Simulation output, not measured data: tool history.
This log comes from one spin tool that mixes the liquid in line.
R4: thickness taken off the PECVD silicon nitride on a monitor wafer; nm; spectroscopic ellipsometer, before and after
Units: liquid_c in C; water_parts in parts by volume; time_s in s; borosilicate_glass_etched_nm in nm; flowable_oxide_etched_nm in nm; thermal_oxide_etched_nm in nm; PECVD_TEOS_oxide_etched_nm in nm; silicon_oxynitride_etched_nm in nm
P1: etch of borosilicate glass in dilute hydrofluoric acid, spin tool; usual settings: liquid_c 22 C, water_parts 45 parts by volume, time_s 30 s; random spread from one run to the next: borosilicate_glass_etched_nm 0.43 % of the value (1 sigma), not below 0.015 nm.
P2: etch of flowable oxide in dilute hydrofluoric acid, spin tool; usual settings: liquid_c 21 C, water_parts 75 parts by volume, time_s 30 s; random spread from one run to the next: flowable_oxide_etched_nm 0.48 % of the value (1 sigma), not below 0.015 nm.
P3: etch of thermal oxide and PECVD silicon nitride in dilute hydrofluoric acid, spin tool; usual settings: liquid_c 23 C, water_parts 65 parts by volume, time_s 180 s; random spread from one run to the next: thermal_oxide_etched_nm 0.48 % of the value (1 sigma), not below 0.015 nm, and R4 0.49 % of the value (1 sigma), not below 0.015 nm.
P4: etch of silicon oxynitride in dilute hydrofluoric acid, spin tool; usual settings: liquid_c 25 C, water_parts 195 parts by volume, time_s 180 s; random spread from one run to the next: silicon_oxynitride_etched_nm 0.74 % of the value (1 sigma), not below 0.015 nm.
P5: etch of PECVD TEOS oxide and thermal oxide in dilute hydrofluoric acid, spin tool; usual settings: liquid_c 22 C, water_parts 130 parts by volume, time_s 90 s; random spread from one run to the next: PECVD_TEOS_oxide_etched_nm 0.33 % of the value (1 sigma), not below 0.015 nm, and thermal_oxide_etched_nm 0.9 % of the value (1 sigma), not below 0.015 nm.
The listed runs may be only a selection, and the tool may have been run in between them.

run 1 hour=16.5 | process=P1 liquid_c=22 water_parts=45 time_s=30 | borosilicate_glass_etched_nm=14.992
run 2 hour=32 | process=P1 liquid_c=22 water_parts=45 time_s=30 | borosilicate_glass_etched_nm=14.982
run 3 hour=43.9 | process=P2 liquid_c=17 water_parts=75 time_s=30 | flowable_oxide_etched_nm=15.532
run 4 hour=58.5 | process=P3 liquid_c=17 water_parts=65 time_s=180 | thermal_oxide_etched_nm=10.303 R4=2.8963
run 5 hour=73.8 | process=P1 liquid_c=22 water_parts=30 time_s=30 | borosilicate_glass_etched_nm=22.757
run 6 hour=86.8 | process=P2 liquid_c=21 water_parts=105 time_s=30 | flowable_oxide_etched_nm=12.58
run 7 hour=97.3 | process=P2 liquid_c=21 water_parts=75 time_s=55 | flowable_oxide_etched_nm=33.237
run 8 hour=109.5 | process=P5 liquid_c=22 water_parts=130 time_s=90 | thermal_oxide_etched_nm=2.9431 PECVD_TEOS_oxide_etched_nm=10.396
run 9 hour=124.4 | process=P1 liquid_c=22 water_parts=45 time_s=15 | borosilicate_glass_etched_nm=7.4414
run 10 hour=135.5 | process=P1 liquid_c=30 water_parts=45 time_s=60 | borosilicate_glass_etched_nm=41.471
run 11 hour=149.9 | process=P3 liquid_c=23 water_parts=20 time_s=180 | thermal_oxide_etched_nm=45.609 R4=13.76
run 12 hour=164.4 | process=P1 liquid_c=28.5 water_parts=45 time_s=30 | borosilicate_glass_etched_nm=19.68
run 13 hour=172.8 | process=P5 liquid_c=28.5 water_parts=130 time_s=90 | thermal_oxide_etched_nm=3.7641 PECVD_TEOS_oxide_etched_nm=13.339
run 14 hour=183.4 | process=P5 liquid_c=22 water_parts=130 time_s=90 | thermal_oxide_etched_nm=2.9313 PECVD_TEOS_oxide_etched_nm=10.454
run 15 hour=198.4 | process=P1 liquid_c=22 water_parts=45 time_s=50 | borosilicate_glass_etched_nm=24.992
run 16 hour=208.1 | process=P1 liquid_c=22 water_parts=45 time_s=30 | borosilicate_glass_etched_nm=14.933
run 17 hour=225 | process=P3 liquid_c=23 water_parts=65 time_s=25 | thermal_oxide_etched_nm=1.8389 R4=0.5902
run 18 hour=240.1 | process=P4 liquid_c=25 water_parts=360 time_s=180 | silicon_oxynitride_etched_nm=1.5146
run 19 hour=255.1 | process=P2 liquid_c=21 water_parts=75 time_s=30 | flowable_oxide_etched_nm=18.139
run 20 hour=271.7 | process=P3 liquid_c=23 water_parts=65 time_s=180 | thermal_oxide_etched_nm=13.341 R4=4.4156
-- hour=274.2 hydrofluoric acid flow meter replaced
run 21 hour=289.2 | process=P4 liquid_c=25 water_parts=195 time_s=325 | silicon_oxynitride_etched_nm=5.7514
run 22 hour=304.6 | process=P2 liquid_c=21 water_parts=75 time_s=30 | flowable_oxide_etched_nm=18.276
run 23 hour=319.8 | process=P5 liquid_c=22 water_parts=60 time_s=90 | thermal_oxide_etched_nm=6.9515 PECVD_TEOS_oxide_etched_nm=24.411
run 24 hour=330.2 | process=P4 liquid_c=25 water_parts=195 time_s=180 | silicon_oxynitride_etched_nm=3.1298
run 25 hour=340.1 | process=P1 liquid_c=22 water_parts=65 time_s=30 | borosilicate_glass_etched_nm=10.038
run 26 hour=354.9 | process=P1 liquid_c=17.5 water_parts=45 time_s=30 | borosilicate_glass_etched_nm=12.342
run 27 hour=371.8 | process=P5 liquid_c=22 water_parts=130 time_s=15 | thermal_oxide_etched_nm=0.48453 PECVD_TEOS_oxide_etched_nm=1.7267
run 28 hour=388.2 | process=P1 liquid_c=22 water_parts=45 time_s=30 | borosilicate_glass_etched_nm=15.034
run 29 hour=397.4 | process=P4 liquid_c=17 water_parts=195 time_s=180 | silicon_oxynitride_etched_nm=2.1935
run 30 hour=412.9 | process=P1 liquid_c=22 water_parts=45 time_s=30 | borosilicate_glass_etched_nm=15.113
run 31 hour=429 | process=P1 liquid_c=22 water_parts=45 time_s=30 | borosilicate_glass_etched_nm=14.443
run 32 hour=439.1 | process=P1 liquid_c=22 water_parts=45 time_s=30 | borosilicate_glass_etched_nm=14.273
run 33 hour=452.4 | process=P1 liquid_c=22 water_parts=45 time_s=30 | borosilicate_glass_etched_nm=14.176
run 34 hour=468.8 | process=P1 liquid_c=22 water_parts=45 time_s=30 | borosilicate_glass_etched_nm=14.052
run 35 hour=479.5 | process=P1 liquid_c=22 water_parts=45 time_s=30 | borosilicate_glass_etched_nm=13.982
run 36 hour=491 | process=P1 liquid_c=22 water_parts=45 time_s=30 | borosilicate_glass_etched_nm=13.909

The output of P1 has drifted from where it used to be. Each of the 2 causes below, taken at the size shown beside it, accounts for the log equally well:
A: hydrofluoric acid flow below the setpoint (%) = 6.08
B: liquid colder than its thermometer reads (K) = 1.58
The gradual shift began around hour 412.9.

The check runs listed below each take one wafer, and their results are still question marks. Under which run would the listed causes lead to clearly different results?
run check 1 hour=502.5 | process=P5 liquid_c=27.5 water_parts=130 time_s=25 | thermal_oxide_etched_nm=? PECVD_TEOS_oxide_etched_nm=?
run check 2 hour=502.5 | process=P3 liquid_c=17 water_parts=20 time_s=180 | thermal_oxide_etched_nm=? R4=?
run check 3 hour=502.5 | process=P4 liquid_c=17 water_parts=350 time_s=180 | silicon_oxynitride_etched_nm=?
run check 4 hour=502.5 | process=P2 liquid_c=18 water_parts=100 time_s=30 | flowable_oxide_etched_nm=?

If the cause were each of the candidates in turn, the checks would give the following:
check=check_1 result=thermal_oxide_etched_nm if_A=0.945 if_B=0.9581
check=check_1 result=PECVD_TEOS_oxide_etched_nm if_A=3.3185 if_B=3.3645
check=check_2 result=thermal_oxide_etched_nm if_A=33.135 if_B=32.916
check=check_2 result=R4 if_A=8.4693 if_B=8.0149
check=check_3 result=silicon_oxynitride_etched_nm if_A=1.0368 if_B=1.0398
check=check_4 result=flowable_oxide_etched_nm if_A=10.928 if_B=10.961
Separation of the two closest causes in each check, using whichever result separates them best: check 1 1.38 %; check 2 5.51 %; check 3 0.28 %; check 4 0.3 %
Only in check 2 would the causes give clearly different results; in the remaining checks their results would be nearly the same.

With check 2 done, the readings were: thermal_oxide_etched_nm 32.973 nm; R4 8.0526 nm. Identify which of the listed causes applies.

The cause is B: liquid colder than its thermometer reads (K).

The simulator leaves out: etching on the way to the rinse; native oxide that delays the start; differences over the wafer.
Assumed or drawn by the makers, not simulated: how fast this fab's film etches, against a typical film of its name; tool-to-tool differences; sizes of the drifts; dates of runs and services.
